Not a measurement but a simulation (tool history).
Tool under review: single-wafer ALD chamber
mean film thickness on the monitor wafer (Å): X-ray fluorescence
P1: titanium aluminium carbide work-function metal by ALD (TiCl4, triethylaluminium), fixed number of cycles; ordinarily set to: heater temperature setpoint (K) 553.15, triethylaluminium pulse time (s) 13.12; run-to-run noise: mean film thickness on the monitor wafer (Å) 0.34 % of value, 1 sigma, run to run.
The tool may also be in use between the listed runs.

run,hour,heater temperature setpoint (K),triethylaluminium pulse time (s),hours since the last thermocouple change,hours since the last triethylaluminium bottle change,mean film thickness on the monitor wafer (Å)
1,5,553.15,13.12,347.6,918.2,18.28
2,12.6,541.15,20.61,355.2,925.8,17.524
3,22,553.15,4.31,364.6,935.2,14.256
4,29.1,553.15,13.12,371.7,942.3,18.179
5,35.1,553.15,13.12,377.7,948.3,18.324
6,41.8,553.15,13.12,384.4,955,18.214
7,50.8,553.15,13.12,393.4,964,18.295
8,58.9,528.15,13.12,401.5,972.1,16.225
9,66.3,553.15,19.18,408.9,979.5,18.506
10,72.6,569.15,21.13,415.2,985.8,19.826
11,79.3,566.15,13.12,421.9,992.5,19.389
12,85,553.15,13.12,427.6,998.2,18.249
# hour 88.4: triethylaluminium bottle replaced
13,91.1,553.15,13.12,433.7,2.8,18.299
14,99.6,553.15,13.12,442.2,11.3,18.182
15,108.2,553.15,13.12,450.8,19.9,18.199
16,117.2,553.15,13.12,459.8,28.9,18.119

Forecast run 17:
17,122.1,553.15,13.12,464.7,33.8,?

{"run 17": {"mean film thickness on the monitor wafer (Å)": 18.005}}

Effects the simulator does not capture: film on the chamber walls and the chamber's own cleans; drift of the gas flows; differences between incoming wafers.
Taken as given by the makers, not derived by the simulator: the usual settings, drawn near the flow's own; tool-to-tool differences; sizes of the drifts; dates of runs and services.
